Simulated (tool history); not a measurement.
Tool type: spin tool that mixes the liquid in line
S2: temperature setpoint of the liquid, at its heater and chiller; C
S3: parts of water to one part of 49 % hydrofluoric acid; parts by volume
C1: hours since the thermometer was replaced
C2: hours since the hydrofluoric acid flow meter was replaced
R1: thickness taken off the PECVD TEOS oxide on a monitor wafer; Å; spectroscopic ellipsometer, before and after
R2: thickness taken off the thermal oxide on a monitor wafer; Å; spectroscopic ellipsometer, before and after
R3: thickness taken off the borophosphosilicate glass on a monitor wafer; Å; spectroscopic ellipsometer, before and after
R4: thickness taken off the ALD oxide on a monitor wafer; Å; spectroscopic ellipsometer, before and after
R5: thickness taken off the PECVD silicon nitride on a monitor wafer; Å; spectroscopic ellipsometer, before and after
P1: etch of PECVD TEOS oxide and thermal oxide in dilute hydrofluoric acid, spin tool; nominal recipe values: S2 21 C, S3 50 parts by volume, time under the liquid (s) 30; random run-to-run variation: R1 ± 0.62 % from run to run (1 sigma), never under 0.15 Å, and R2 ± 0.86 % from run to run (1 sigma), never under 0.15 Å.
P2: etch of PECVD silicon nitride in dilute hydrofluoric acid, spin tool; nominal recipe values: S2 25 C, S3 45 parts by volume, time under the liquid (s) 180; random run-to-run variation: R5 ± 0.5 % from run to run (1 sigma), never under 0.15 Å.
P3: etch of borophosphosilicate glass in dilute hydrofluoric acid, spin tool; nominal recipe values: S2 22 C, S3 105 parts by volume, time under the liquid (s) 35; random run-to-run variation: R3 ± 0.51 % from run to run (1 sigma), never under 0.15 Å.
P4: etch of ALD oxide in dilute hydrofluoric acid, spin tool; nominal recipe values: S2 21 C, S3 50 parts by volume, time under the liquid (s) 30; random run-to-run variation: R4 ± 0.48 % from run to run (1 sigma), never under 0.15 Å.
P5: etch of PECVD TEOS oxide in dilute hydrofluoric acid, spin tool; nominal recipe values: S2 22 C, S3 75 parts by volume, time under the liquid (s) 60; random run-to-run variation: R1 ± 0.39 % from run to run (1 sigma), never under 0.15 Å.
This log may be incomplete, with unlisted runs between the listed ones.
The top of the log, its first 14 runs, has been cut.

Run 15, day 5.058: process that ran P5, S2 22 C, S3 75 parts by volume, time under the liquid (s) 115; C1 53.3; C2 452.4. Result: R1 219.94 Å.
Run 16, day 5.375: process that ran P1, S2 21 C, S3 20 parts by volume, time under the liquid (s) 50; C1 60.9; C2 460. Result: R1 226.52 Å, R2 116.48 Å.
Run 17, day 5.717: process that ran P1, S2 21 C, S3 50 parts by volume, time under the liquid (s) 50; C1 69.1; C2 468.2. Result: R1 88.263 Å, R2 44.195 Å.
Run 18, day 6.033: process that ran P1, S2 26 C, S3 50 parts by volume, time under the liquid (s) 30; C1 76.7; C2 475.8. Result: R1 64.126 Å, R2 32.718 Å.
Run 19, day 6.4: process that ran P1, S2 17 C, S3 50 parts by volume, time under the liquid (s) 30; C1 85.5; C2 484.6. Result: R1 44.531 Å, R2 22.176 Å.
Run 20, day 6.783: process that ran P1, S2 21 C, S3 30 parts by volume, time under the liquid (s) 30; C1 94.7; C2 493.8. Result: R1 89.704 Å, R2 46.094 Å.
Run 21, day 7.062: process that ran P1, S2 21 C, S3 50 parts by volume, time under the liquid (s) 30; C1 101.4; C2 500.5. Result: R1 52.297 Å, R2 27.221 Å.
Run 22, day 7.342: process that ran P1, S2 21 C, S3 50 parts by volume, time under the liquid (s) 15; C1 108.1; C2 507.2. Result: R1 26.319 Å, R2 13.325 Å.
Run 23, day 7.7: process that ran P3, S2 22 C, S3 105 parts by volume, time under the liquid (s) 20; C1 116.7; C2 515.8. Result: R3 92.342 Å.
Run 24, day 7.988: process that ran P5, S2 22 C, S3 75 parts by volume, time under the liquid (s) 60; C1 123.6; C2 522.7. Result: R1 114.02 Å.
Run 25, day 8.225: process that ran P4, S2 21 C, S3 80 parts by volume, time under the liquid (s) 30; C1 129.3; C2 528.4. Result: R4 70.681 Å.
Run 26, day 8.683: process that ran P3, S2 22 C, S3 25 parts by volume, time under the liquid (s) 35; C1 140.3; C2 539.4. Result: R3 746.38 Å.
Run 27, day 9.038: process that ran P1, S2 21 C, S3 50 parts by volume, time under the liquid (s) 30; C1 148.8; C2 547.9. Result: R1 52.947 Å, R2 26.709 Å.

Forecast run 28:
Run 28, day 9.271: process that ran P1, S2 21 C, S3 50 parts by volume, time under the liquid (s) 30; C1 154.4; C2 553.5. Result: R1 ?, R2 ?.

Logged for run 28: R1 52.101 Å, R2 27.023 Å.
